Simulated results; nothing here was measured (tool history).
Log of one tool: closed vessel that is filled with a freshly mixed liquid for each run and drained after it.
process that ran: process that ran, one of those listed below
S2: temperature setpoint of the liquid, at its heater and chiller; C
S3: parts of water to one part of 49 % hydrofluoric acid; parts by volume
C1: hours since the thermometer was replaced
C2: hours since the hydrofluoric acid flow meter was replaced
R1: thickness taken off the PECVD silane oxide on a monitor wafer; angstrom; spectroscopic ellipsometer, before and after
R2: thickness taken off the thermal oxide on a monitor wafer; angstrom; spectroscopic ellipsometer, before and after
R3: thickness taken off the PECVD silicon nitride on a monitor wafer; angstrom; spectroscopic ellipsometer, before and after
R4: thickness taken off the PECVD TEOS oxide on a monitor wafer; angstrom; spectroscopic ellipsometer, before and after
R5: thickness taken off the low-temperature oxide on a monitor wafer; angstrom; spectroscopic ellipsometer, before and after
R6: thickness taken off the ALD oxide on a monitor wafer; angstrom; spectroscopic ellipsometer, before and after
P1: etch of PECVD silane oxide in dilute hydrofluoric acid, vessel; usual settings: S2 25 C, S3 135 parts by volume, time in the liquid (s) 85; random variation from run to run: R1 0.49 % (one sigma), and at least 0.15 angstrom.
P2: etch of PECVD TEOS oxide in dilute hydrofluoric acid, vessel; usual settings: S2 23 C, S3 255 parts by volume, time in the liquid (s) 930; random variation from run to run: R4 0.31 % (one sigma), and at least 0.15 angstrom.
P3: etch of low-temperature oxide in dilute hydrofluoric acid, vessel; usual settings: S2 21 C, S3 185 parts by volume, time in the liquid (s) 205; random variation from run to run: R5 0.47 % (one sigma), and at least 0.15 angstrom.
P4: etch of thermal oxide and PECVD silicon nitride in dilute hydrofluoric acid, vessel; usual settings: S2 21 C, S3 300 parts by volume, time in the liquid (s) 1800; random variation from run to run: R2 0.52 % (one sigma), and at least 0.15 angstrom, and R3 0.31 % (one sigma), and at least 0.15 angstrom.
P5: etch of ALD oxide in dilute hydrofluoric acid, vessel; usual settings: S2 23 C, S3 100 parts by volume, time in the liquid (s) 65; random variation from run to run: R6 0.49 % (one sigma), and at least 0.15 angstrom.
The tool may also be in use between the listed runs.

run 1 hour=9.6 | process_that_ran=P1 S2=25 S3=135 time_in_the_liquid_(s)=85 | C1=187.7 C2=352.9 | R1=309.53
run 2 hour=16.2 | process_that_ran=P1 S2=25 S3=75 time_in_the_liquid_(s)=85 | C1=194.3 C2=359.5 | R1=604
run 3 hour=25.6 | process_that_ran=P4 S2=21 S3=90 time_in_the_liquid_(s)=1800 | C1=203.7 C2=368.9 | R2=805.54 R3=743.22
run 4 hour=33.4 | process_that_ran=P2 S2=28 S3=255 time_in_the_liquid_(s)=930 | C1=211.5 C2=376.7 | R4=687.47
run 5 hour=38.3 | process_that_ran=P4 S2=21 S3=300 time_in_the_liquid_(s)=2605 | C1=216.4 C2=381.6 | R2=282.08 R3=330.59
run 6 hour=44.4 | process_that_ran=P4 S2=21 S3=300 time_in_the_liquid_(s)=1800 | C1=222.5 C2=387.7 | R2=192.94 R3=229.75
run 7 hour=50.1 | process_that_ran=P1 S2=25 S3=135 time_in_the_liquid_(s)=125 | C1=228.2 C2=393.4 | R1=456.19
run 8 hour=58.8 | process_that_ran=P3 S2=26.5 S3=185 time_in_the_liquid_(s)=205 | C1=236.9 C2=402.1 | R5=312.68
run 9 hour=67 | process_that_ran=P1 S2=20 S3=135 time_in_the_liquid_(s)=50 | C1=245.1 C2=410.3 | R1=149.33
run 10 hour=73 | process_that_ran=P1 S2=25 S3=135 time_in_the_liquid_(s)=85 | C1=251.1 C2=416.3 | R1=311.61
run 11 hour=78.7 | process_that_ran=P3 S2=21 S3=285 time_in_the_liquid_(s)=205 | C1=256.8 C2=422 | R5=150.13
run 12 hour=86.8 | process_that_ran=P1 S2=25 S3=135 time_in_the_liquid_(s)=85 | C1=264.9 C2=430.1 | R1=312.44
run 13 hour=92.8 | process_that_ran=P5 S2=31 S3=100 time_in_the_liquid_(s)=65 | C1=270.9 C2=436.1 | R6=84.611
run 14 hour=98.7 | process_that_ran=P3 S2=21 S3=185 time_in_the_liquid_(s)=205 | C1=276.8 C2=442 | R5=257.83
run 15 hour=105.1 | process_that_ran=P1 S2=25 S3=135 time_in_the_liquid_(s)=85 | C1=283.2 C2=448.4 | R1=311.08
run 16 hour=112.2 | process_that_ran=P2 S2=23 S3=255 time_in_the_liquid_(s)=1535 | C1=290.3 C2=455.5 | R4=943.75
run 17 hour=118.4 | process_that_ran=P2 S2=23 S3=375 time_in_the_liquid_(s)=930 | C1=296.5 C2=461.7 | R4=348.97
run 18 hour=127 | process_that_ran=P1 S2=25 S3=135 time_in_the_liquid_(s)=85 | C1=305.1 C2=470.3 | R1=311.02
run 19 hour=136.4 | process_that_ran=P5 S2=23 S3=100 time_in_the_liquid_(s)=30 | C1=314.5 C2=479.7 | R6=28.759
run 20 hour=144.8 | process_that_ran=P5 S2=23 S3=100 time_in_the_liquid_(s)=65 | C1=322.9 C2=488.1 | R6=61.362
run 21 hour=155.1 | process_that_ran=P1 S2=25 S3=135 time_in_the_liquid_(s)=85 | C1=333.2 C2=498.4 | R1=310.49
run 22 hour=165.1 | process_that_ran=P1 S2=25 S3=220 time_in_the_liquid_(s)=85 | C1=343.2 C2=508.4 | R1=172.37
run 23 hour=170.8 | process_that_ran=P3 S2=21 S3=185 time_in_the_liquid_(s)=30 | C1=348.9 C2=514.1 | R5=37.347
run 24 hour=176.2 | process_that_ran=P5 S2=23 S3=160 time_in_the_liquid_(s)=65 | C1=354.3 C2=519.5 | R6=35.666
run 25 hour=183.3 | process_that_ran=P4 S2=17 S3=300 time_in_the_liquid_(s)=1800 | C1=361.4 C2=526.6 | R2=168.05 R3=177.61
run 26 hour=188.3 | process_that_ran=P2 S2=23 S3=255 time_in_the_liquid_(s)=930 | C1=366.4 C2=531.6 | R4=572.19

Forecast run 27:
run 27 hour=197.9 | process_that_ran=P1 S2=21 S3=135 time_in_the_liquid_(s)=85 | C1=376 C2=541.2 | R1=?

R1: 264.85 angstrom
